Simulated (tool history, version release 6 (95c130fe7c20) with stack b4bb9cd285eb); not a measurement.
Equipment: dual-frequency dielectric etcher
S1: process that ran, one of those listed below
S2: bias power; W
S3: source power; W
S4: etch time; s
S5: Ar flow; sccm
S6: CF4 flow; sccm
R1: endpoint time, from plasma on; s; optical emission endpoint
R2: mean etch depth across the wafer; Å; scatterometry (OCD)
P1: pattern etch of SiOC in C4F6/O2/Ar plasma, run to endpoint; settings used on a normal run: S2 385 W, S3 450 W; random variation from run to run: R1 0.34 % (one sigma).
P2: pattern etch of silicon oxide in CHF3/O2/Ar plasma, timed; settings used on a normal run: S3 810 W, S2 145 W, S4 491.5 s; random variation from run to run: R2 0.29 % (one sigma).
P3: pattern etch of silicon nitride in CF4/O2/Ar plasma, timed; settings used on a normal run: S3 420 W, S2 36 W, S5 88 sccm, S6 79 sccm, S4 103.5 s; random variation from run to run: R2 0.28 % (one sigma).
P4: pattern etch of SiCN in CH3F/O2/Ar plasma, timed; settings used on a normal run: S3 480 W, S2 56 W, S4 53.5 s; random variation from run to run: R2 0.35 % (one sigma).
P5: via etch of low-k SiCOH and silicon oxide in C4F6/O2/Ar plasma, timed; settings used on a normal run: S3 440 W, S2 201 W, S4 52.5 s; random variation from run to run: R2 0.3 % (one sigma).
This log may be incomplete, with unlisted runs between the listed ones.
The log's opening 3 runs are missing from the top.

run	day	S1	S2	S3	S4	S5	S6	R1	R2
4	2.212	P1	385	450				14.406	
5	2.775	P3	36	420	103.5	59	79		1548.4
6	3.317	P1	385	450				14.245	
7	3.896	P1	385	550				13.258	
8	4.383	P4	56	340	53.5				176.16
9	5.112	P2	145	620	491.5				9180.3
10	5.458	P5	201	440	38.5				1167.6
11	6.104	P3	36	520	103.5	88	79		1771.2
12	6.775	P1	271	450				16.186	
13	7.562	P2	100	810	491.5				9113.6
14	7.925	P2	145	810	699				14437
15	8.483	P1	385	450				14.339	
16	9.271	P1	385	270				17.274	
17	9.638	P5	126	440	52.5				1377.1
18	10.212	P3	36	420	103.5	88	79		1474.1
19	10.65	P1	501	450				13	

The next listed run, before its measurement:
20	11.004	P1	385	450				?	

Run 20 yielded R1 14.342 s.
